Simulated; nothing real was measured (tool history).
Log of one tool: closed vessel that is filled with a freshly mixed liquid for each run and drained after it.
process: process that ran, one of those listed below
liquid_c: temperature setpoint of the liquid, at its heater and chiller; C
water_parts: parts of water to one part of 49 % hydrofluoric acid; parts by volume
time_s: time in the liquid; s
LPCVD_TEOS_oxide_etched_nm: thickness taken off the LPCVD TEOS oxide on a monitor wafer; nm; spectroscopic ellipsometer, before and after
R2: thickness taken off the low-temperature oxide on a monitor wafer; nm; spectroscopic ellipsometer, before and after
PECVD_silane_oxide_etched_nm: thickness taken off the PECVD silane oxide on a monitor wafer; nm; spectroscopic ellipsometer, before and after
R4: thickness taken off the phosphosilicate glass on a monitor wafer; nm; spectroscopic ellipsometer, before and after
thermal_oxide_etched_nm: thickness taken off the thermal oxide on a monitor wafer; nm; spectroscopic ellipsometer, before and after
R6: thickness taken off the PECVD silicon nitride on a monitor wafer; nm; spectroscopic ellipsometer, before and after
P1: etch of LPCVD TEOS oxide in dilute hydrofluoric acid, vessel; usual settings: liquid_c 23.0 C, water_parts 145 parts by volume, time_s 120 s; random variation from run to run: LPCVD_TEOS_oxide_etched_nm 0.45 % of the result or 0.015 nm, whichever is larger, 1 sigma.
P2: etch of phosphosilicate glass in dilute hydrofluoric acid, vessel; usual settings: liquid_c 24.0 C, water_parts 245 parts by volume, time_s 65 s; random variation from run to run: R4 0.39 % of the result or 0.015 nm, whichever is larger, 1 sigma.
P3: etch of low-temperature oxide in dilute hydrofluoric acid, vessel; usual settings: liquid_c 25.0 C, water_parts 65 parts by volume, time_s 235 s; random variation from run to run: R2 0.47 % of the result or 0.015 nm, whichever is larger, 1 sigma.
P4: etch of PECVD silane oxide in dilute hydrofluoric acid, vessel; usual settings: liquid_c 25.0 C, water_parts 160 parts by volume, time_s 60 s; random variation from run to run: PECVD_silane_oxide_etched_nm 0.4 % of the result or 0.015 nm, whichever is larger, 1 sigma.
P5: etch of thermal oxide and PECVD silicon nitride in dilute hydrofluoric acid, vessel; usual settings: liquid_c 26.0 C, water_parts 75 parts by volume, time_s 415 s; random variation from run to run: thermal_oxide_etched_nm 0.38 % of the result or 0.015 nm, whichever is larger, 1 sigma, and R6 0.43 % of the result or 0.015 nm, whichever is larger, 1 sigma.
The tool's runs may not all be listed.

Run 1, hour 14.4: process P1, liquid_c 23.0 C, water_parts 145 parts by volume, time_s 120 s. Result: LPCVD_TEOS_oxide_etched_nm 35.9680 nm.
Run 2, hour 26.2: process P3, liquid_c 25.0 C, water_parts 65 parts by volume, time_s 110 s. Result: R2 19.651 nm.
Run 3, hour 33.7: process P1, liquid_c 23.0 C, water_parts 145 parts by volume, time_s 30 s. Result: LPCVD_TEOS_oxide_etched_nm 9.0248 nm.
Run 4, hour 46.8: process P1, liquid_c 17.5 C, water_parts 145 parts by volume, time_s 120 s. Result: LPCVD_TEOS_oxide_etched_nm 28.9450 nm.
Run 5, hour 55.0: process P4, liquid_c 25.0 C, water_parts 160 parts by volume, time_s 60 s. Result: PECVD_silane_oxide_etched_nm 14.7580 nm.
Run 6, hour 67.1: process P1, liquid_c 23.0 C, water_parts 145 parts by volume, time_s 120 s. Result: LPCVD_TEOS_oxide_etched_nm 36.1400 nm.
Run 7, hour 76.9: process P2, liquid_c 24.0 C, water_parts 245 parts by volume, time_s 65 s. Result: R4 18.7940 nm.
Run 8, hour 91.2: process P1, liquid_c 28.0 C, water_parts 145 parts by volume, time_s 120 s. Result: LPCVD_TEOS_oxide_etched_nm 43.1300 nm.
Run 9, hour 99.5: process P1, liquid_c 23.0 C, water_parts 145 parts by volume, time_s 185 s. Result: LPCVD_TEOS_oxide_etched_nm 55.4600 nm.
Run 10, hour 113.8: process P5, liquid_c 26.0 C, water_parts 25 parts by volume, time_s 415 s. Result: thermal_oxide_etched_nm 96.081 nm, R6 70.127 nm.
Run 11, hour 123.5: process P1, liquid_c 23.0 C, water_parts 205 parts by volume, time_s 120 s. Result: LPCVD_TEOS_oxide_etched_nm 23.8180 nm.
Run 12, hour 132.0: process P2, liquid_c 24.0 C, water_parts 245 parts by volume, time_s 65 s. Result: R4 18.6200 nm.
Run 13, hour 147.0: process P2, liquid_c 24.0 C, water_parts 245 parts by volume, time_s 30 s. Result: R4 8.7043 nm.
Run 14, hour 154.7: process P5, liquid_c 26.0 C, water_parts 75 parts by volume, time_s 235 s. Result: thermal_oxide_etched_nm 16.871 nm, R6 13.506 nm.
Run 15, hour 163.8: process P1, liquid_c 23.0 C, water_parts 145 parts by volume, time_s 120 s. Result: LPCVD_TEOS_oxide_etched_nm 36.3000 nm.
Run 16, hour 178.5: process P2, liquid_c 24.0 C, water_parts 135 parts by volume, time_s 65 s. Result: R4 38.3450 nm.
Run 17, hour 193.1: process P1, liquid_c 23.0 C, water_parts 40 parts by volume, time_s 65 s. Result: LPCVD_TEOS_oxide_etched_nm 80.3120 nm.
Run 18, hour 206.2: process P4, liquid_c 25.0 C, water_parts 160 parts by volume, time_s 30 s. Result: PECVD_silane_oxide_etched_nm 7.4069 nm.
Run 19, hour 217.9: process P1, liquid_c 23.0 C, water_parts 40 parts by volume, time_s 120 s. Result: LPCVD_TEOS_oxide_etched_nm 147.9400 nm.
Run 20, hour 230.1: process P3, liquid_c 29.5 C, water_parts 65 parts by volume, time_s 235 s. Result: R2 50.018 nm.
Run 21, hour 238.3: process P1, liquid_c 23.0 C, water_parts 145 parts by volume, time_s 120 s. Result: LPCVD_TEOS_oxide_etched_nm 35.8330 nm.
Run 22, hour 248.6: process P3, liquid_c 25.0 C, water_parts 20 parts by volume, time_s 235 s. Result: R2 144.570 nm.
Run 23, hour 263.4: process P1, liquid_c 17.5 C, water_parts 145 parts by volume, time_s 220 s. Result: LPCVD_TEOS_oxide_etched_nm 52.7650 nm.
Run 24, hour 274.3: process P3, liquid_c 25.0 C, water_parts 65 parts by volume, time_s 235 s. Result: R2 41.916 nm.
Run 25, hour 289.0: process P4, liquid_c 25.0 C, water_parts 280 parts by volume, time_s 60 s. Result: PECVD_silane_oxide_etched_nm 7.4343 nm.
Run 26, hour 299.3: process P5, liquid_c 26.0 C, water_parts 75 parts by volume, time_s 415 s. Result: thermal_oxide_etched_nm 29.986 nm, R6 23.902 nm.
Run 27, hour 309.7: process P5, liquid_c 19.5 C, water_parts 75 parts by volume, time_s 415 s. Result: thermal_oxide_etched_nm 23.076 nm, R6 15.416 nm.
Run 28, hour 322.7: process P4, liquid_c 33.5 C, water_parts 160 parts by volume, time_s 60 s. Result: PECVD_silane_oxide_etched_nm 19.9780 nm.
Run 29, hour 333.2: process P1, liquid_c 23.0 C, water_parts 145 parts by volume, time_s 120 s. Result: LPCVD_TEOS_oxide_etched_nm 36.0460 nm.
Run 30, hour 347.3: process P3, liquid_c 25.0 C, water_parts 65 parts by volume, time_s 235 s. Result: R2 41.743 nm.
Run 31, hour 357.6: process P1, liquid_c 23.0 C, water_parts 145 parts by volume, time_s 120 s. Result: LPCVD_TEOS_oxide_etched_nm 36.0750 nm.
Run 32, hour 370.1: process P2, liquid_c 20.0 C, water_parts 245 parts by volume, time_s 65 s. Result: R4 16.1320 nm.
Run 33, hour 381.5: process P1, liquid_c 23.0 C, water_parts 145 parts by volume, time_s 120 s. Result: LPCVD_TEOS_oxide_etched_nm 35.9200 nm.
Run 34, hour 396.0: process P1, liquid_c 23.0 C, water_parts 145 parts by volume, time_s 120 s. Result: LPCVD_TEOS_oxide_etched_nm 36.5970 nm.
Run 35, hour 411.3: process P1, liquid_c 23.0 C, water_parts 145 parts by volume, time_s 120 s. Result: LPCVD_TEOS_oxide_etched_nm 37.2450 nm.
Run 36, hour 424.9: process P1, liquid_c 23.0 C, water_parts 145 parts by volume, time_s 120 s. Result: LPCVD_TEOS_oxide_etched_nm 38.0180 nm.
Run 37, hour 440.2: process P1, liquid_c 23.0 C, water_parts 145 parts by volume, time_s 120 s. Result: LPCVD_TEOS_oxide_etched_nm 37.9170 nm.
Run 38, hour 447.7: process P1, liquid_c 23.0 C, water_parts 145 parts by volume, time_s 120 s. Result: LPCVD_TEOS_oxide_etched_nm 38.1340 nm.
Run 39, hour 460.1: process P1, liquid_c 23.0 C, water_parts 145 parts by volume, time_s 120 s. Result: LPCVD_TEOS_oxide_etched_nm 38.1710 nm.
Run 40, hour 471.5: process P1, liquid_c 23.0 C, water_parts 145 parts by volume, time_s 120 s. Result: LPCVD_TEOS_oxide_etched_nm 38.3920 nm.
Run 41, hour 480.7: process P1, liquid_c 23.0 C, water_parts 145 parts by volume, time_s 120 s. Result: LPCVD_TEOS_oxide_etched_nm 38.1260 nm.
Run 42, hour 494.2: process P1, liquid_c 23.0 C, water_parts 145 parts by volume, time_s 120 s. Result: LPCVD_TEOS_oxide_etched_nm 38.1480 nm.

What P1 gives has crept away from where it was. These 2 causes fit the log equally well, each at the size given:
A: hydrofluoric acid flow above the setpoint (%) = 5.8
B: liquid hotter than its thermometer reads (K) = 1.71
The creep began at about hour 381.5.

4 check runs are offered, one wafer each, their results left as question marks. Which one tells the causes apart?
Run check 1, hour 507.7: process P5, liquid_c 26.0 C, water_parts 75 parts by volume, time_s 415 s. Result: thermal_oxide_etched_nm ?, R6 ?.
Run check 2, hour 507.7: process P4, liquid_c 25.0 C, water_parts 160 parts by volume, time_s 60 s. Result: PECVD_silane_oxide_etched_nm ?.
Run check 3, hour 507.7: process P3, liquid_c 25.0 C, water_parts 65 parts by volume, time_s 235 s. Result: R2 ?.
Run check 4, hour 507.7: process P2, liquid_c 24.0 C, water_parts 245 parts by volume, time_s 65 s. Result: R4 ?.

What each check would give under each cause:
  check                        result     if A     if B
check 1       thermal_oxide_etched_nm   31.948   32.123
check 1                            R6   25.197   26.641
check 2  PECVD_silane_oxide_etched_nm  15.8180  15.7730
check 3                            R2   44.410   44.740
check 4                            R4  20.1200  19.9310
How far apart the two closest causes lie, in the result that separates them most: check 1 5.57 %; check 2 0.29 %; check 3 0.74 %; check 4 0.94 %
Check 1 tells the causes apart: in the others they would give nearly the same result.

Check 1 was then run and gave: thermal_oxide_etched_nm 31.892 nm; R6 25.139 nm. Which cause is it?

It is A: hydrofluoric acid flow above the setpoint (%).

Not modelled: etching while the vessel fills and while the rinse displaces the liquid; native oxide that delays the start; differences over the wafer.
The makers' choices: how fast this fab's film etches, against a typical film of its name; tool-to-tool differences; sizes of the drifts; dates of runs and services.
